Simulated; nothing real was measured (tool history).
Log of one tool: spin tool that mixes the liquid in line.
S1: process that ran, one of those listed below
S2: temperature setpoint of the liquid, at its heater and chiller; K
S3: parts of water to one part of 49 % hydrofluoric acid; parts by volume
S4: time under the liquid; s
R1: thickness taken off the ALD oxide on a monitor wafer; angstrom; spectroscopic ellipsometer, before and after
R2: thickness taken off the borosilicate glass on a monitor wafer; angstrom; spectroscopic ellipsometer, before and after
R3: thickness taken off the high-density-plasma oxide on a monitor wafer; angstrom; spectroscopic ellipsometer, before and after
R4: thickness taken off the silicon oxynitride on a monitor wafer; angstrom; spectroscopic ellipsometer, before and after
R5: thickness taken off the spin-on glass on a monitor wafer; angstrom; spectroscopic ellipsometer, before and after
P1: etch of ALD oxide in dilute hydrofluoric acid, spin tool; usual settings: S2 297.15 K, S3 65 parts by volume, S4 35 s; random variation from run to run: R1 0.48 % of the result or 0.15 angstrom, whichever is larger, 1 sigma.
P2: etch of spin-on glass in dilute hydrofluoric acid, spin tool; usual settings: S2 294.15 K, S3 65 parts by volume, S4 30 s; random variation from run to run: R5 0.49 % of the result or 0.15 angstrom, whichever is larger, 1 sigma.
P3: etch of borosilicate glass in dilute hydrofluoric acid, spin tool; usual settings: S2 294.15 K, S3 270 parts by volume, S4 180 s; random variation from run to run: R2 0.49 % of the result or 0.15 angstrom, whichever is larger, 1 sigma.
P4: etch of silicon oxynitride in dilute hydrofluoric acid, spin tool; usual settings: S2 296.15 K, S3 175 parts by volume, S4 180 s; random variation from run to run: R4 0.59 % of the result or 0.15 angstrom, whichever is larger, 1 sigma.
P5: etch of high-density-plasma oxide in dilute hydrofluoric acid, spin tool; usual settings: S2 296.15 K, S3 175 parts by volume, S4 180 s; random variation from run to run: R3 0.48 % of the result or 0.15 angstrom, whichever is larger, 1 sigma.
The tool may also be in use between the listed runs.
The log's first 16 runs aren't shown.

| run | hour | S1 | S2 | S3 | S4 | R1 | R2 | R3 | R4 | R5 |
|---|---|---|---|---|---|---|---|---|---|---|
| 17 | 188 | P1 | 297.15 | 65 | 35 | 175.53 |  |  |  |  |
| 18 | 196.3 | P2 | 301.15 | 65 | 30 |  |  |  |  | 268.88 |
| 19 | 208.9 | P3 | 294.15 | 270 | 280 |  | 196.35 |  |  |  |
| 20 | 221.2 | P1 | 297.15 | 65 | 35 | 176.17 |  |  |  |  |
| 21 | 234.4 | P1 | 297.15 | 65 | 35 | 174.87 |  |  |  |  |
| 22 | 243.8 | P4 | 296.15 | 175 | 180 |  |  |  | 37.732 |  |
| 23 | 253.5 | P1 | 302.65 | 20 | 35 | 754.81 |  |  |  |  |
| 24 | 267 | P2 | 294.15 | 110 | 30 |  |  |  |  | 113.5 |
| 25 | 281.8 | P3 | 300.65 | 270 | 180 |  | 157.33 |  |  |  |
| 26 | 293.1 | P1 | 297.15 | 100 | 35 | 109.39 |  |  |  |  |
| 27 | 307.8 | P4 | 296.15 | 175 | 180 |  |  |  | 37.423 |  |
| 28 | 316.3 | P1 | 290.15 | 40 | 35 | 215.92 |  |  |  |  |
| 29 | 329.3 | P4 | 296.15 | 175 | 15 |  |  |  | 3.3587 |  |
| 30 | 342 | P1 | 297.15 | 65 | 15 | 75.342 |  |  |  |  |
| 31 | 356 | P3 | 294.15 | 85 | 180 |  | 485.77 |  |  |  |
| 32 | 365.4 | P1 | 303.65 | 65 | 35 | 227.07 |  |  |  |  |

The next listed run, before its measurement:
| 33 | 374.8 | P1 | 297.15 | 65 | 35 | ? |  |  |  |  |

R1: 176.1 angstrom
